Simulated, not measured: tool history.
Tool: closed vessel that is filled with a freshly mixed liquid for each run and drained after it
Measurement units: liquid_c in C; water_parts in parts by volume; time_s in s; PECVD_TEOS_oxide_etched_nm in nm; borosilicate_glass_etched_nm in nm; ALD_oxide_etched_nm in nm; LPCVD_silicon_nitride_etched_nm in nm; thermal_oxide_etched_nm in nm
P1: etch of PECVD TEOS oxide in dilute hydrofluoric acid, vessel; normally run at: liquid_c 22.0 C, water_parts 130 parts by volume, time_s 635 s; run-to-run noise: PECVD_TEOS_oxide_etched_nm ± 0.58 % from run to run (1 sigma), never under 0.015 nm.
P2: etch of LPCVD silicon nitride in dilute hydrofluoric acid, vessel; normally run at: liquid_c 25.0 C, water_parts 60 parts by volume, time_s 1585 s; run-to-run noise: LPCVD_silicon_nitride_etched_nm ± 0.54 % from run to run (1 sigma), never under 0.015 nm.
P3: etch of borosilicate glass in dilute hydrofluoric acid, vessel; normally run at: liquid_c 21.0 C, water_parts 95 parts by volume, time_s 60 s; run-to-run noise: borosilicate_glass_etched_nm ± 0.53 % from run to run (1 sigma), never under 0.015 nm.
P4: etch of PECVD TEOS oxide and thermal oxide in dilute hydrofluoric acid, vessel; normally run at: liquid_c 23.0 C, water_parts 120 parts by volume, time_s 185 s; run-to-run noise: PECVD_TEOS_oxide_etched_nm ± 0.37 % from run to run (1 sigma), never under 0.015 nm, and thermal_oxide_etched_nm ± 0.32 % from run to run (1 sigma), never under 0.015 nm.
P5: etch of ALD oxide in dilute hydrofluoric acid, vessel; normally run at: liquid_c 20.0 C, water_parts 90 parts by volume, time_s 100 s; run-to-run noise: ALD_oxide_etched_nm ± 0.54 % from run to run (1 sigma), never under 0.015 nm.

run   hour  process  liquid_c  water_parts  time_s  PECVD_TEOS_oxide_etched_nm  borosilicate_glass_etched_nm  ALD_oxide_etched_nm  LPCVD_silicon_nitride_etched_nm  thermal_oxide_etched_nm
  1    7.9       P1      22.0          130     635                     48.5320
  2   14.9       P3      29.0           95      60                                                   26.7470
  3   19.0       P1      22.0           75     635                     89.4440
  4   25.5       P1      22.0          130     320                     24.5470
  5   33.7       P5      20.0          145     100                                                                         14.476
  6   40.3       P1      22.0          130    1075                     81.7920
  7   44.7       P2      25.0           60    1585                                                                                                         13.5060
  8   49.9       P3      21.0           95      60                                                   19.5460
  9   56.1       P1      17.5           55     635                    104.2400
 10   63.5       P5      20.0           90     150                                                                         37.415
 11   67.3       P1      17.0          130     635                     39.7710
 12   73.0       P5      17.0           90     100                                                                         21.750
 13   78.3       P3      21.0           95     115                                                   37.0940
 14   85.4       P2      31.0           60    1585                                                                                                         20.1600
 15   92.2       P1      22.0          130     635                     48.3110
 16   99.2       P2      25.0           40    1585                                                                                                         20.0600
 17  104.7       P2      25.0           60     805                                                                                                          6.8728
 18  112.2       P5      20.0           90     100                                                                         24.846
 19  117.2       P4      23.0          120     185                     19.1760                                                                                                       7.3001
 20  122.9       P3      21.0          175      60                                                    9.6038
 21  127.9       P2      25.0           60    1585                                                                                                         13.6370
 22  136.3       P5      20.0           90     100                                                                         24.649
 23  140.3       P4      23.0          120      55                      5.6585                                                                                                       2.1432
 24  145.8       P1      22.0          130     635                     48.9730
 25  150.5       P1      22.0          130     635                     48.7500
 26  154.2       P1      29.5          130      60                      6.1502
 27  158.7       P1      29.5          130     635                     65.5040
 28  166.6       P1      22.0          130     635                     48.4880
 29  170.7       P4      31.0          120     185                     25.8160                                                                                                       9.8441
 30  175.9       P1      22.0          195     635                     29.9030
 31  183.3       P4      23.0           50     185                     49.7730                                                                                                      18.8940
 32  191.3       P1      22.0          130     635                     48.3140
 33  199.5       P1      22.0          130     635                     46.1530
 34  207.7       P1      22.0          130     635                     45.2400
 35  211.7       P1      22.0          130     635                     45.2270
 36  218.7       P1      22.0          130     635                     44.8040
 37  225.9       P1      22.0          130     635                     44.4430
 38  231.5       P1      22.0          130     635                     43.8820
 39  239.0       P1      22.0          130     635                     44.3510

What P1 gives has crept off from where it sat before. The 2 causes that follow fit the log equally well, each at the size noted:
A: liquid colder than its thermometer reads (K) = 2.39
B: hydrofluoric acid flow below the setpoint (%) = 7.94
At approximately hour 191.3, the process output began to creep.

The check runs listed below each take one wafer, and their results are still question marks. Under which run would the listed causes lead to clearly different results?
check 1  246.5       P4      30.5           80     185                           ?                                                                                                            ?
check 2  246.5       P2      25.0           40     845                                                                                                               ?
check 3  246.5       P5      17.0          120     100                                                                              ?
check 4  246.5       P3      25.5          150      60                                                         ?

Outcome of each check run for each possible cause:
  check                           result     if A     if B
check 1       PECVD_TEOS_oxide_etched_nm  36.7520  36.7120
check 1          thermal_oxide_etched_nm  13.9660  13.9500
check 2  LPCVD_silicon_nitride_etched_nm   9.1669   9.9445
check 3              ALD_oxide_etched_nm   14.374   14.485
check 4     borosilicate_glass_etched_nm  12.5610  12.4750
How far apart the two closest causes lie, in the result that separates them most: check 1 0.11 %; check 2 8.14 %; check 3 0.77 %; check 4 0.68 %
The other checks would show nearly matching results whichever cause is true, so check 2 is the only one that separates the causes.

After running check 2, the following was obtained: LPCVD_silicon_nitride_etched_nm 9.9260 nm. Which cause does this point to?

The correct cause is B, namely: hydrofluoric acid flow below the setpoint (%).
